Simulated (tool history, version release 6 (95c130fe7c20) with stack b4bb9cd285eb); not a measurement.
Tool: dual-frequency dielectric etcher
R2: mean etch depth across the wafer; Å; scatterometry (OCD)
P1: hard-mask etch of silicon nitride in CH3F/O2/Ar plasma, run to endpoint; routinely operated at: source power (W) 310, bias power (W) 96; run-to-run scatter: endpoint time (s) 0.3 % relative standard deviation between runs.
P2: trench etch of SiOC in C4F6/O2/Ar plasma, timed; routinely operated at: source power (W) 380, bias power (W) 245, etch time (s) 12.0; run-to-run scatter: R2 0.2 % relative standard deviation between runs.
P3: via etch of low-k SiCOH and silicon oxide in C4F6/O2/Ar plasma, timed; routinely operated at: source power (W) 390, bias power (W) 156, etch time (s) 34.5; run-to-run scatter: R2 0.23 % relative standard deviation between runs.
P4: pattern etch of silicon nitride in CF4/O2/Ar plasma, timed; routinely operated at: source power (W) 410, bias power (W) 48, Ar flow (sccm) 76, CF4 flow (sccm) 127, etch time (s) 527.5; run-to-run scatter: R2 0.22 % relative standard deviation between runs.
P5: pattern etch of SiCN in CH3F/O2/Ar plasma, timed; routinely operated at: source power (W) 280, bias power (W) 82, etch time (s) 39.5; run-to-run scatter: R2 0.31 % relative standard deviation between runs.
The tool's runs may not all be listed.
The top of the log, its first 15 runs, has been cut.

{"run": 16, "hour": 181.4, "process that ran": "P5", "source power (W)": 280, "bias power (W)": 82, "etch time (s)": 39.5, "R2": 137.05}
{"run": 17, "hour": 189.1, "process that ran": "P1", "source power (W)": 310, "bias power (W)": 96, "endpoint time (s)": 54.522}
{"run": 18, "hour": 198.3, "process that ran": "P2", "source power (W)": 500, "bias power (W)": 245, "etch time (s)": 12.0, "R2": 299.33}
{"run": 19, "hour": 205.3, "process that ran": "P4", "source power (W)": 410, "bias power (W)": 48, "etch time (s)": 527.5, "Ar flow (sccm)": 76, "CF4 flow (sccm)": 127, "R2": 9117.3}
{"run": 20, "hour": 214.9, "process that ran": "P2", "source power (W)": 380, "bias power (W)": 245, "etch time (s)": 9.0, "R2": 202.55}
{"run": 21, "hour": 226.2, "process that ran": "P1", "source power (W)": 440, "bias power (W)": 96, "endpoint time (s)": 47.951}
{"run": 22, "hour": 234.9, "process that ran": "P5", "source power (W)": 280, "bias power (W)": 82, "etch time (s)": 39.5, "R2": 137.87}
{"run": 23, "hour": 246.4, "process that ran": "P4", "source power (W)": 410, "bias power (W)": 36, "etch time (s)": 527.5, "Ar flow (sccm)": 76, "CF4 flow (sccm)": 127, "R2": 8215.5}
{"run": 24, "hour": 260.3, "process that ran": "P4", "source power (W)": 410, "bias power (W)": 48, "etch time (s)": 527.5, "Ar flow (sccm)": 76, "CF4 flow (sccm)": 180, "R2": 9357.2}
{"run": 25, "hour": 274.2, "process that ran": "P5", "source power (W)": 280, "bias power (W)": 49, "etch time (s)": 39.5, "R2": 114.7}
{"run": 26, "hour": 283.6, "process that ran": "P1", "source power (W)": 310, "bias power (W)": 128, "endpoint time (s)": 49.023}
{"run": 27, "hour": 294.5, "process that ran": "P3", "source power (W)": 460, "bias power (W)": 156, "etch time (s)": 34.5, "R2": 842.22}
{"run": 28, "hour": 308.5, "process that ran": "P1", "source power (W)": 310, "bias power (W)": 96, "endpoint time (s)": 54.777}
{"run": 29, "hour": 319.5, "process that ran": "P4", "source power (W)": 410, "bias power (W)": 48, "etch time (s)": 792.5, "Ar flow (sccm)": 76, "CF4 flow (sccm)": 127, "R2": 13702.0}
{"run": 30, "hour": 326.6, "process that ran": "P1", "source power (W)": 190, "bias power (W)": 114, "endpoint time (s)": 61.034}
{"run": 31, "hour": 339.9, "process that ran": "P3", "source power (W)": 390, "bias power (W)": 214, "etch time (s)": 34.5, "R2": 872.51}
{"run": 32, "hour": 350.9, "process that ran": "P5", "source power (W)": 370, "bias power (W)": 82, "etch time (s)": 39.5, "R2": 152.73}
{"run": 33, "hour": 358.5, "process that ran": "P1", "source power (W)": 310, "bias power (W)": 96, "endpoint time (s)": 54.334}
{"run": 34, "hour": 366.5, "process that ran": "P1", "source power (W)": 310, "bias power (W)": 96, "endpoint time (s)": 55.188}
{"run": 35, "hour": 376.4, "process that ran": "P1", "source power (W)": 310, "bias power (W)": 96, "endpoint time (s)": 54.745}
{"run": 36, "hour": 385.9, "process that ran": "P1", "source power (W)": 310, "bias power (W)": 96, "endpoint time (s)": 55.198}

What will run 37 give?
{"hour": 389.6, "done": "wet clean of the chamber"}
{"run": 37, "hour": 398.1, "process that ran": "P1", "source power (W)": 310, "bias power (W)": 96, "endpoint time (s)": "?"}

{"run 37": {"endpoint time (s)": 55.519}}

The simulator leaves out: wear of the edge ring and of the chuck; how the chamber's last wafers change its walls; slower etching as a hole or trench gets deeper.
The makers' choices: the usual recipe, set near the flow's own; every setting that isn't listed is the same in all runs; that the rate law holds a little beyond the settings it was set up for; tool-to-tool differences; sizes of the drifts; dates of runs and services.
